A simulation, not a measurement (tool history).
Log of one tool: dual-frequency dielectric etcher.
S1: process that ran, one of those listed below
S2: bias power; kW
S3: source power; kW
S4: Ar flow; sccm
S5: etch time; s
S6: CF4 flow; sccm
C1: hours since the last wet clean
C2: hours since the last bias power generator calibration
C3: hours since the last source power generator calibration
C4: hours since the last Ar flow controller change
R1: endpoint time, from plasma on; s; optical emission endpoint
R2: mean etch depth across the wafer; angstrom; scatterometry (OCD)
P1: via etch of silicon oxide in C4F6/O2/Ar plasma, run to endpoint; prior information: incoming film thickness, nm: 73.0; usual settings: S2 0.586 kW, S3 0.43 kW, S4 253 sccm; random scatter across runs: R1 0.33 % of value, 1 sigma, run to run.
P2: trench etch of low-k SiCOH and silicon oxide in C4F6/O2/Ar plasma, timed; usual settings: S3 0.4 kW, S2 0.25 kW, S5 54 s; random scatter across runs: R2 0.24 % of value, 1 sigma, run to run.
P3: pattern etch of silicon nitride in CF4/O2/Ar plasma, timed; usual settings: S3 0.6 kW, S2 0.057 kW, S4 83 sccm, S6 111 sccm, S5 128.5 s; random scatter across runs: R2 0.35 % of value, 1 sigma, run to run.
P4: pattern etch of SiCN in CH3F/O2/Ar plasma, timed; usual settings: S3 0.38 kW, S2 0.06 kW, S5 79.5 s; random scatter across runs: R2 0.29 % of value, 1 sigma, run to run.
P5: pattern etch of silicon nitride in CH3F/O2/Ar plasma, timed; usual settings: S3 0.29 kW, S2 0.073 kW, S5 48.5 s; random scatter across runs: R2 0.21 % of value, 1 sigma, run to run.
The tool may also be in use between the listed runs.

run    day  S1     S2    S3   S4     S5   S6     C1      C2      C3      C4      R1      R2
  1  0.204  P1  0.586  0.43  253              458.6    2171  2744.2  1242.5  14.619
  2    0.4  P1  0.446  0.43  253              463.3  2175.7  2748.9  1247.2  16.273
  3  0.554  P4   0.06  0.38          98         467  2179.4  2752.6  1250.9          339.79
  4  0.683  P4   0.06  0.38        79.5       470.1  2182.5  2755.7    1254             277
  5  0.825  P2   0.25   0.4          33       473.5  2185.9  2759.1  1257.4          1149.1
  6  1.062  P3  0.037   0.6   83  128.5  111  479.2  2191.6  2764.8  1263.1            2666
  7  1.208  P3  0.057   0.6   83    187  111  482.7  2195.1  2768.3  1266.6          4513.8
  8  1.479  P5  0.073  0.29        48.5       489.2  2201.6  2774.8  1273.1          310.33
  9  1.633  P5  0.097  0.29        48.5       492.9  2205.3  2778.5  1276.8          342.44
 10  1.838  P2   0.25   0.4          54       497.8  2210.2  2783.4  1281.7          1872.1
 11  2.008  P1  0.831  0.43  253              501.9  2214.3  2787.5  1285.8  12.827
 12  2.188  P2   0.25   0.4          54       506.2  2218.6  2791.8  1290.1          1875.8
 13  2.379  P3  0.057  0.35   83  128.5  111  510.8  2223.2  2796.4  1294.7          1952.8
 14  2.621  P3  0.057   0.6  104  128.5  111  516.6    2229  2802.2  1300.5          3009.4
     2.771  -- source power generator calibrated
 15   2.85  P1  0.586  0.33  253              522.1  2234.5     1.9    1306  16.049
 16  2.979  P4   0.06  0.48        79.5       525.2  2237.6       5  1309.1           303.6
 17  3.246  P4  0.073  0.38        79.5       531.6    2244    11.4  1315.5           296.2
 18  3.371  P1  0.586  0.43  253              534.6    2247    14.4  1318.5  14.628
 19  3.621  P1  0.586  0.43  173              540.6    2253    20.4  1324.5  14.136
 20  3.879  P1  0.586  0.43  253              546.8  2259.2    26.6  1330.7  14.704
 21  4.075  P3  0.057   0.6   83  128.5   76  551.5  2263.9    31.3  1335.4          2966.1
     4.238  -- wet clean of the chamber
 22  4.312  P1  0.586   0.6  345                1.8  2269.6      37  1341.1  13.415
 23  4.467  P4   0.06  0.38        79.5         5.5  2273.3    40.7  1344.8          277.09
 24  4.683  P1  0.586  0.58  253               10.7  2278.5    45.9    1350  13.079
 25   4.85  P3  0.057   0.6   83  128.5  111   14.7  2282.5    49.9    1354          3114.7
 26  5.033  P1  0.586  0.43  253               19.1  2286.9    54.3  1358.4  14.631
 27  5.229  P5  0.073   0.4        48.5        23.8  2291.6      59  1363.1          350.81
 28  5.483  P1  0.586  0.43  253               29.9  2297.7    65.1  1369.2  14.626
 29  5.612  P5  0.073  0.29        48.5          33  2300.8    68.2  1372.3          309.92
 30  5.771  P2  0.313   0.4          54        36.8  2304.6      72  1376.1          2028.7
 31  5.971  P2   0.25  0.24          54        41.6  2309.4    76.8  1380.9          1542.6
 32  6.117  P1  0.586  0.43  330               45.1  2312.9    80.3  1384.4   15.08
 33  6.338  P5  0.073  0.29        26.5        50.4  2318.2    85.6  1389.7          168.85
 34  6.467  P1  0.776  0.43  347               53.5  2321.3    88.7  1392.8  13.674
 35  6.646  P1  0.586  0.43  253               57.8  2325.6      93  1397.1  14.658
 36   6.85  P1  0.586  0.43  253               62.7  2330.5    97.9    1402  14.512
 37  7.046  P1  0.586  0.43  253               67.4  2335.2   102.6  1406.7  14.478
 38  7.279  P1  0.586  0.43  253                 73  2340.8   108.2  1412.3  14.406
     7.375  -- wet clean of the chamber
 39  7.433  P1  0.586  0.43  253                1.4  2344.5   111.9    1416  14.502
     7.567  -- Ar flow controller replaced
 40  7.571  P1  0.586  0.43  253                4.7  2347.8   115.2     0.1  14.471
 41  7.775  P1  0.586  0.43  253                9.6  2352.7   120.1       5  14.471
 42  7.917  P1  0.586  0.43  253                 13  2356.1   123.5     8.4  14.472
 43  8.108  P1  0.586  0.43  253               17.6  2360.7   128.1      13  14.421
 44  8.338  P1  0.586  0.43  253               23.1  2366.2   133.6    18.5  14.526
 45    8.6  P1  0.586  0.43  253               29.4  2372.5   139.9    24.8  14.473

The log shows P1 creeping away from where it was. Any of the 2 causes listed here, at the size stated for it, fits the log just as well as the others:
A: bias power that arrives over what is set, % = 4.37
B: source power that arrives over what is set, % = 4.56
At approximately day 6.646, the process output began to creep.
What rules out each remaining cause:
chamber walls in a state that raises the etch rate, %: serviced at day 7.375, after the change had begun; the process did not return to its earlier output
Ar flow that arrives under what is set, %: serviced at day 7.567, after the change had begun; the process did not return to its earlier output

Below are 4 check runs, each averaged over 2 wafers, with their results shown as question marks. Which of them would give clearly different results depending on which cause is behind the drift?
check 1  8.862  P2   0.25  0.25         54                            ?
check 2  8.862  P3  0.057  0.36  98  128.5  111                       ?
check 3  8.862  P5  0.073  0.34       48.5                            ?
check 4  8.862  P4   0.06  0.44       79.5                            ?

What every check run would give for each of its results, assuming each possible cause in turn:
  check  result    if A    if B
check 1      R2  1593.4  1596.6
check 2      R2  1988.4  2032.8
check 3      R2  333.65  334.28
check 4      R2  296.67  297.43
Per-check spread between the two closest causes, in the result where they differ most: check 1 0.2 %; check 2 2.21 %; check 3 0.19 %; check 4 0.26 %
Check 2 tells the causes apart: in the others they would give nearly the same result.

Running check 2 produced the following: R2 1987 angstrom. Which one of the listed causes fits?

A is the cause: bias power that arrives over what is set, %.

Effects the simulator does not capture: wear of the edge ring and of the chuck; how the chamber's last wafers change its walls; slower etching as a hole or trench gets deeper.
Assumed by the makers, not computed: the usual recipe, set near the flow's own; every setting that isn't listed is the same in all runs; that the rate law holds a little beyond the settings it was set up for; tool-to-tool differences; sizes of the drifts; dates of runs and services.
